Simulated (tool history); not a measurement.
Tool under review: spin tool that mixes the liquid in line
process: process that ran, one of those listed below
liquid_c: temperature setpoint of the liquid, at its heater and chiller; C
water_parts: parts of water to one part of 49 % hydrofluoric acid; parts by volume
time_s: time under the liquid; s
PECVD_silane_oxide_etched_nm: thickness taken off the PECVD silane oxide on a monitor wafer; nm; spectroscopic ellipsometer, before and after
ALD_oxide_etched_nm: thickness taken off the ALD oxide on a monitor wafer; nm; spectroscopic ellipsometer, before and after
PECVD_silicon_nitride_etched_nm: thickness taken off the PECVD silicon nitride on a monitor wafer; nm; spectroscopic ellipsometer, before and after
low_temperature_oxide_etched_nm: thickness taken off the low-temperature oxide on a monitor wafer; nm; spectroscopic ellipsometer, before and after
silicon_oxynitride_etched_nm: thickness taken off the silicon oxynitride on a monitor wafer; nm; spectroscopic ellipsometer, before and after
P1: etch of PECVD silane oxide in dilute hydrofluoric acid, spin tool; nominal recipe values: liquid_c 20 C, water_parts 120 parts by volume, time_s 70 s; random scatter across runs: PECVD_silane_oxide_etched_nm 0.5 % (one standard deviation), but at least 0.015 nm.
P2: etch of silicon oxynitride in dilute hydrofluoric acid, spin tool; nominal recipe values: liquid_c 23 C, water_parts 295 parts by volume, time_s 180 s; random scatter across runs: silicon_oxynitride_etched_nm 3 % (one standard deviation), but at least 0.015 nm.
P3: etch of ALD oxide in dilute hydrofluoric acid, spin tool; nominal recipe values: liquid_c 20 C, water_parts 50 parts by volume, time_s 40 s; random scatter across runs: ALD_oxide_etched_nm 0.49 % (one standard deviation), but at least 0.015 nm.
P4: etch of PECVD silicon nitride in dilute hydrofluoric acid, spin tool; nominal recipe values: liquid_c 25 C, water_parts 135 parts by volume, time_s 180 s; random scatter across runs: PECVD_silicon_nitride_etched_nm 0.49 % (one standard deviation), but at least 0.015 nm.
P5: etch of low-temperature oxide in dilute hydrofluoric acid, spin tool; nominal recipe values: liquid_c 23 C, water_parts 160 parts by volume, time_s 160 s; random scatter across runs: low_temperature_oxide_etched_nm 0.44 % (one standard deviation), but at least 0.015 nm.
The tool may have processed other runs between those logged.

run	day	process	liquid_c	water_parts	time_s	PECVD_silane_oxide_etched_nm	ALD_oxide_etched_nm	PECVD_silicon_nitride_etched_nm	low_temperature_oxide_etched_nm	silicon_oxynitride_etched_nm
1	0.258	P1	20	120	70	8.1858				
2	0.496	P3	20	50	15		4.2033			
3	0.775	P4	20.5	135	180			4.8335		
4	0.933	P1	20	20	70	55.292				
5	1.183	P4	25	135	180			6.487		
6	1.354	P1	20	120	70	8.2679				
7	1.583	P1	27	200	70	5.9665				
8	1.762	P1	20	120	70	8.1755				
9	2.012	P5	17	160	160				24.731	
10	2.258	P1	20	120	115	13.423				
11	2.442	P5	23	160	265				51.378	
# day 2.562: hydrofluoric acid flow meter replaced
12	2.612	P1	20	120	70	8.2333				
13	2.846	P1	20	205	70	4.4073				
14	3.071	P4	25	20	180			42.04		
15	3.196	P4	25	135	265			9.629		
16	3.4	P1	20	120	20	2.3644				
17	3.6	P1	17	185	70	4.4746				
18	3.804	P2	27	295	180					0.95103
19	4.046	P2	23	295	180					0.81557
20	4.221	P1	20	75	15	2.9867				

Estimate the outcome of run 21 from the log above:
21	4.4	P1	20	120	70	?				

Run 21 measured PECVD_silane_oxide_etched_nm 8.2924 nm.
